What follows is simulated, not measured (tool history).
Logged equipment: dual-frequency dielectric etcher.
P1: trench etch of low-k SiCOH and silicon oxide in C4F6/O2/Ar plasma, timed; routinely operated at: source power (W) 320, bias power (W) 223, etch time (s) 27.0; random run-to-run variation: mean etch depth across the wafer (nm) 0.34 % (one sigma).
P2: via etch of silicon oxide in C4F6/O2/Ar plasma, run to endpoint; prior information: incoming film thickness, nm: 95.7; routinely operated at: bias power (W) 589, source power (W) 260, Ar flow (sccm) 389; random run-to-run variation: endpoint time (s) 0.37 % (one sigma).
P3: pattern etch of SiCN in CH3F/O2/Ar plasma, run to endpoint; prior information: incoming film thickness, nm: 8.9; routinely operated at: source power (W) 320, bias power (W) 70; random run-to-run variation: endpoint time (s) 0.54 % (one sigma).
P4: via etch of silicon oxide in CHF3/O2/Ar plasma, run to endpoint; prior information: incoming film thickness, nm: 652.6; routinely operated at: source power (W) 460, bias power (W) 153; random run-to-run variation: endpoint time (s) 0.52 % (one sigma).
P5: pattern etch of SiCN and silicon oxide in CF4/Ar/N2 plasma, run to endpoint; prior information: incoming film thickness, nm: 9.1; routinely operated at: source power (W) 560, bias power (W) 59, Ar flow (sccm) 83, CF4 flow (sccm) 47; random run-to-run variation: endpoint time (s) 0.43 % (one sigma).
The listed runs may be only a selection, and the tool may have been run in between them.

| run | hour | process that ran | source power (W) | bias power (W) | etch time (s) | Ar flow (sccm) | CF4 flow (sccm) | hours since the last wet clean | hours since the last source power generator calibration | hours since the last bias power generator calibration | mean etch depth across the wafer (nm) | endpoint time (s) |
|---|---|---|---|---|---|---|---|---|---|---|---|---|
| 1 | 5.2 | P1 | 320 | 223 | 27.0 |  |  | 90.3 | 1262.0 | 190.0 | 81.064 |  |
| 2 | 14.4 | P1 | 320 | 223 | 27.0 |  |  | 99.5 | 1271.2 | 199.2 | 80.437 |  |
| 3 | 23.2 | P2 | 340 | 589 |  | 389 |  | 108.3 | 1280.0 | 208.0 |  | 21.1350 |
| 4 | 30.1 | P3 | 320 | 70 |  |  |  | 115.2 | 1286.9 | 214.9 |  | 25.9420 |
| 5 | 40.2 | P1 | 320 | 162 | 33.0 |  |  | 125.3 | 1297.0 | 225.0 | 89.641 |  |
| 6 | 49.2 | P3 | 200 | 70 |  |  |  | 134.3 | 1306.0 | 234.0 |  | 31.2470 |
| 7 | 59.2 | P5 | 560 | 59 |  | 83 | 47 | 144.3 | 1316.0 | 244.0 |  | 9.7175 |
| 8 | 64.5 | P1 | 320 | 167 | 27.0 |  |  | 149.6 | 1321.3 | 249.3 | 74.157 |  |
| 9 | 69.8 | P4 | 460 | 205 |  |  |  | 154.9 | 1326.6 | 254.6 |  | 355.4800 |
| 10 | 77.9 | P1 | 320 | 309 | 27.0 |  |  | 163.0 | 1334.7 | 262.7 | 91.600 |  |
| 11 | 87.3 | P4 | 610 | 153 |  |  |  | 172.4 | 1344.1 | 272.1 |  | 357.7700 |
| 12 | 92.8 | P1 | 320 | 223 | 27.0 |  |  | 177.9 | 1349.6 | 277.6 | 81.681 |  |
| 13 | 97.9 | P5 | 350 | 59 |  | 83 | 47 | 183.0 | 1354.7 | 282.7 |  | 14.6700 |
| 14 | 104.7 | P5 | 560 | 59 |  | 83 | 65 | 189.8 | 1361.5 | 289.5 |  | 9.1044 |
| 15 | 112.2 | P1 | 320 | 148 | 37.5 |  |  | 197.3 | 1369.0 | 297.0 | 98.209 |  |
| 16 | 119.8 | P1 | 430 | 223 | 27.0 |  |  | 204.9 | 1376.6 | 304.6 | 90.857 |  |
| 17 | 125.8 | P1 | 320 | 223 | 27.0 |  |  | 210.9 | 1382.6 | 310.6 | 81.512 |  |
| 18 | 130.8 | P1 | 220 | 223 | 27.0 |  |  | 215.9 | 1387.6 | 315.6 | 70.556 |  |
| 19 | 138.9 | P1 | 320 | 223 | 19.0 |  |  | 224.0 | 1395.7 | 323.7 | 57.120 |  |
| 20 | 146.9 | P2 | 260 | 589 |  | 389 |  | 232.0 | 1403.7 | 331.7 |  | 23.2530 |
| 21 | 154.6 | P1 | 320 | 223 | 27.0 |  |  | 239.7 | 1411.4 | 339.4 | 81.129 |  |
| 22 | 161.2 | P1 | 320 | 223 | 39.0 |  |  | 246.3 | 1418.0 | 346.0 | 118.100 |  |
| 23 | 170.7 | P1 | 320 | 223 | 27.0 |  |  | 255.8 | 1427.5 | 355.5 | 81.057 |  |
| 24 | 180.2 | P2 | 260 | 589 |  | 230 |  | 265.3 | 1437.0 | 365.0 |  | 21.8310 |
| 25 | 185.3 | P1 | 320 | 223 | 27.0 |  |  | 270.4 | 1442.1 | 370.1 | 81.048 |  |
| 26 | 192.7 | P4 | 460 | 153 |  |  |  | 277.8 | 1449.5 | 377.5 |  | 391.9000 |
| 27 | 200.8 | P3 | 320 | 70 |  |  |  | 285.9 | 1457.6 | 385.6 |  | 26.1050 |
| 28 | 206.3 | P5 | 560 | 59 |  | 83 | 47 | 291.4 | 1463.1 | 391.1 |  | 9.6900 |
| 29 | 213.4 | P5 | 560 | 37 |  | 83 | 47 | 298.5 | 1470.2 | 398.2 |  | 11.2180 |
| 30 | 219.4 | P2 | 260 | 428 |  | 389 |  | 304.5 | 1476.2 | 404.2 |  | 26.3640 |
| 31 | 226.9 | P4 | 460 | 153 |  |  |  | 312.0 | 1483.7 | 411.7 |  | 395.7400 |
| 32 | 235.9 | P3 | 320 | 99 |  |  |  | 321.0 | 1492.7 | 420.7 |  | 23.1710 |
| 33 | 246.0 | P5 | 560 | 59 |  | 110 | 47 | 331.1 | 1502.8 | 430.8 |  | 10.1220 |
| 34 | 250.7 | P1 | 320 | 223 | 27.0 |  |  | 335.8 | 1507.5 | 435.5 | 81.121 |  |
| 35 | 256.4 | P1 | 320 | 223 | 27.0 |  |  | 341.5 | 1513.2 | 441.2 | 80.904 |  |
| 36 | 266.2 | P1 | 320 | 223 | 27.0 |  |  | 351.3 | 1523.0 | 451.0 | 80.217 |  |
| 37 | 273.1 | P1 | 320 | 223 | 27.0 |  |  | 358.2 | 1529.9 | 457.9 | 80.260 |  |
| 38 | 278.4 | P1 | 320 | 223 | 27.0 |  |  | 363.5 | 1535.2 | 463.2 | 80.335 |  |
|  | 288.0 | wet clean of the chamber |
| 39 | 288.9 | P1 | 320 | 223 | 27.0 |  |  | 0.9 | 1545.7 | 473.7 | 79.891 |  |
| 40 | 297.7 | P1 | 320 | 223 | 27.0 |  |  | 9.7 | 1554.5 | 482.5 | 80.200 |  |
| 41 | 307.9 | P1 | 320 | 223 | 27.0 |  |  | 19.9 | 1564.7 | 492.7 | 79.994 |  |
| 42 | 317.3 | P1 | 320 | 223 | 27.0 |  |  | 29.3 | 1574.1 | 502.1 | 79.753 |  |
| 43 | 322.8 | P1 | 320 | 223 | 27.0 |  |  | 34.8 | 1579.6 | 507.6 | 79.686 |  |
| 44 | 330.5 | P1 | 320 | 223 | 27.0 |  |  | 42.5 | 1587.3 | 515.3 | 79.986 |  |

Something has made what P1 gives creep away from where it was; the 2 causes below, each at its own stated size, fit the log equally well:
A: bias power that arrives under what is set, % = 4.97
B: source power that arrives under what is set, % = 4.35
The creep began at about hour 250.7.
Excluded causes, each with its reason:
chamber walls in a state that lowers the etch rate, %: its service at hour 288.0 followed the start of the drift and did not put the process back to its old value

The 4 check runs listed below each average the results of 2 wafers, and their outcomes are marked with question marks. Under which run would the listed causes produce clearly different results?
| check 1 | 338.2 | P4 | 600 | 153 |  |  |  |  |  |  |  | ? |
| check 2 | 338.2 | P3 | 320 | 89 |  |  |  |  |  |  |  | ? |
| check 3 | 338.2 | P2 | 330 | 470 |  | 389 |  |  |  |  |  | ? |
| check 4 | 338.2 | P5 | 400 | 37 |  | 83 | 47 |  |  |  |  | ? |

Outcome of each check run for each possible cause:
| check | result | if A | if B |
|---|---|---|---|
| check 1 | endpoint time (s) | 362.0300 | 362.2800 |
| check 2 | endpoint time (s) | 24.4750 | 24.4120 |
| check 3 | endpoint time (s) | 23.6540 | 23.5920 |
| check 4 | endpoint time (s) | 15.3220 | 15.7040 |
How far apart the two closest causes lie, in the result that separates them most: check 1 0.07 %; check 2 0.26 %; check 3 0.26 %; check 4 2.46 %
Of the check runs offered, only check 4 discriminates between the causes; the rest would read about the same regardless of which cause applies.

Check 4 was then run and gave: endpoint time (s) 15.7070. Which cause is it?

The cause is B: source power that arrives under what is set, %.
